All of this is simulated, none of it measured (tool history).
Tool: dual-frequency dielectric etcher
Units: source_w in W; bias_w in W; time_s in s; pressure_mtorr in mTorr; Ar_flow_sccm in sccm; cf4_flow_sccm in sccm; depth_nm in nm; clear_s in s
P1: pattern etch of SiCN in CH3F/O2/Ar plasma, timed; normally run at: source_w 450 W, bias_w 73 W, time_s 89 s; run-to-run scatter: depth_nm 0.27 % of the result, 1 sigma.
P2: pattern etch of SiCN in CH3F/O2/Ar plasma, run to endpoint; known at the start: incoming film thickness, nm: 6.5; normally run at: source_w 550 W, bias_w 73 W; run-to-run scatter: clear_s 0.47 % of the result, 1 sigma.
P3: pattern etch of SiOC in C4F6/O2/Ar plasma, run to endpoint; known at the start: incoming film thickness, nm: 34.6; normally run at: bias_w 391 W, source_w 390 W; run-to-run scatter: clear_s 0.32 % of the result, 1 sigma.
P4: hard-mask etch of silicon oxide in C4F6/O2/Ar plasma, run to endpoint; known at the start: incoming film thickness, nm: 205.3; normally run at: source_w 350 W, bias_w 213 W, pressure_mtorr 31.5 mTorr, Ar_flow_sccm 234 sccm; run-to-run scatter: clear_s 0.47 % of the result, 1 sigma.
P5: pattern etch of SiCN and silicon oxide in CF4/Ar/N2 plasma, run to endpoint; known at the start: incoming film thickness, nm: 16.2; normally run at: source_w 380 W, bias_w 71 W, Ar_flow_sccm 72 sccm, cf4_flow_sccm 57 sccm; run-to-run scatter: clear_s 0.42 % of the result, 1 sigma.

run   hour  process  source_w  bias_w  time_s  pressure_mtorr  Ar_flow_sccm  cf4_flow_sccm  hours since the last wet clean  hours since the last source power generator calibration  hours since the last bias power generator calibration  depth_nm  clear_s
  1    4.9       P1       450      73      89                                                                        387.3                                                    850.8                                                  835.7    34.007
  2    8.9       P3       390     271                                                                                391.3                                                    854.8                                                  839.7             14.876
  3   13.3       P4       350     143                    31.5           234                                          395.7                                                    859.2                                                  844.1             70.600
  4   15.6       P1       450      73      89                                                                        398.0                                                    861.5                                                  846.4    34.143
  5   17.8       P3       390     391                                                                                400.2                                                    863.7                                                  848.6             13.053
  6   21.5       P5       240      71                                    72             57                           403.9                                                    867.4                                                  852.3             32.542
  7   25.2       P2       550      73                                                                                407.6                                                    871.1                                                  856.0             15.337
  8   29.1       P4       350     213                    31.5           139                                          411.5                                                    875.0                                                  859.9             59.449
  9   33.7       P5       380      71                                    72             46                           416.1                                                    879.6                                                  864.5             22.659
 10   37.5       P5       380      71                                    72             57                           419.9                                                    883.4                                                  868.3             21.809
 11   41.0       P1       290      56      89                                                                        423.4                                                    886.9                                                  871.8    26.283
 12   44.1       P5       380      91                                    72             57                           426.5                                                    890.0                                                  874.9             20.246
 13   48.4       P1       590      73      89                                                                        430.8                                                    894.3                                                  879.2    37.624
 14   50.8       P2       340      73                                                                                433.2                                                    896.7                                                  881.6             18.335
 15   54.4       P1       360      73      89                                                                        436.8                                                    900.3                                                  885.2    31.393
 16   57.8       P4       350     213                    31.5           234                                          440.2                                                    903.7                                                  888.6             62.209
 17   61.2       P5       380      71                                    72             57                           443.6                                                    907.1                                                  892.0             22.094
 18   65.9       P1       450      73      89                                                                        448.3                                                    911.8                                                  896.7    34.130
 19   68.6       P4       350     213                    31.5           234                                          451.0                                                    914.5                                                  899.4             62.560
 20   71.7       P4       350     213                    39.5           234                                          454.1                                                    917.6                                                  902.5             63.734
 21   74.8       P3       540     391                                                                                457.2                                                    920.7                                                  905.6             11.650
 22   78.2       P5       380      71                                    50             57                           460.6                                                    924.1                                                  909.0             20.930
 23   81.8       P1       450      73     116                                                                        464.2                                                    927.7                                                  912.6    44.333
 24   85.6       P1       450      73      49                                                                        468.0                                                    931.5                                                  916.4    18.845
 25   89.6       P4       200     213                    31.5           234                                          472.0                                                    935.5                                                  920.4             77.378
      90.2  -- source power generator calibrated
 26   94.2       P1       450      73      89                                                                        476.6                                                      4.0                                                  925.0    33.946
 27   96.4       P1       450      56      89                                                                        478.8                                                      6.2                                                  927.2    31.063
 28   99.8       P2       550      73                                                                                482.2                                                      9.6                                                  930.6             15.290
 29  102.5       P2       550      54                                                                                484.9                                                     12.3                                                  933.3             16.708
 30  106.9       P1       450      96      89                                                                        489.3                                                     16.7                                                  937.7    37.527
 31  111.3       P1       450      73      89                                                                        493.7                                                     21.1                                                  942.1    34.068
 32  114.2       P1       450      73      89                                                                        496.6                                                     24.0                                                  945.0    34.004
 33  118.9       P1       450      73      89                                                                        501.3                                                     28.7                                                  949.7    33.746
 34  122.1       P1       450      73      89                                                                        504.5                                                     31.9                                                  952.9    33.685
 35  125.4       P1       450      73      89                                                                        507.8                                                     35.2                                                  956.2    33.665
 36  127.8       P1       450      73      89                                                                        510.2                                                     37.6                                                  958.6    33.721
 37  130.9       P1       450      73      89                                                                        513.3                                                     40.7                                                  961.7    33.626
 38  133.4       P1       450      73      89                                                                        515.8                                                     43.2                                                  964.2    33.624
     135.4  -- wet clean of the chamber
 39  138.2       P1       450      73      89                                                                          2.9                                                     48.0                                                  969.0    33.479
 40  142.7       P1       450      73      89                                                                          7.4                                                     52.5                                                  973.5    33.683
 41  146.5       P1       450      73      89                                                                         11.2                                                     56.3                                                  977.3    33.440
 42  150.8       P1       450      73      89                                                                         15.5                                                     60.6                                                  981.6    33.245

What P1 gives has crept away from where it was. These 2 causes fit the log equally well, each at the size given:
A: source power that arrives under what is set, % = 4.54
B: bias power that arrives under what is set, % = 4.88
The creep began at about hour 111.3.
Why every other cause is out:
chamber walls in a state that lowers the etch rate, %: serviced at hour 135.4, which brought nothing back

4 check runs are offered, each on 2 wafers whose results are averaged, their results left as question marks. Which one tells the causes apart?
check 1  155.1       P2       550      73                                                                                                                                                                                                                       ?
check 2  155.1       P5       380      71                                    72             57                                                                                                                                                                  ?
check 3  155.1       P4       350     213                    31.5           234                                                                                                                                                                                 ?
check 4  155.1       P3       390     391                                                                                                                                                                                                                       ?

What each check would give under each cause:
  check   result    if A    if B
check 1  clear_s  15.476  15.471
check 2  clear_s  22.877  22.326
check 3  clear_s  63.550  63.460
check 4  clear_s  13.326  13.334
How far apart the two closest causes lie, in the result that separates them most: check 1 0.04 %; check 2 2.44 %; check 3 0.14 %; check 4 0.06 %
Check 2 tells the causes apart: in the others they would give nearly the same result.

Check 2 was then run and gave: clear_s 22.254 s. Which cause is it?

It is B: bias power that arrives under what is set, %.
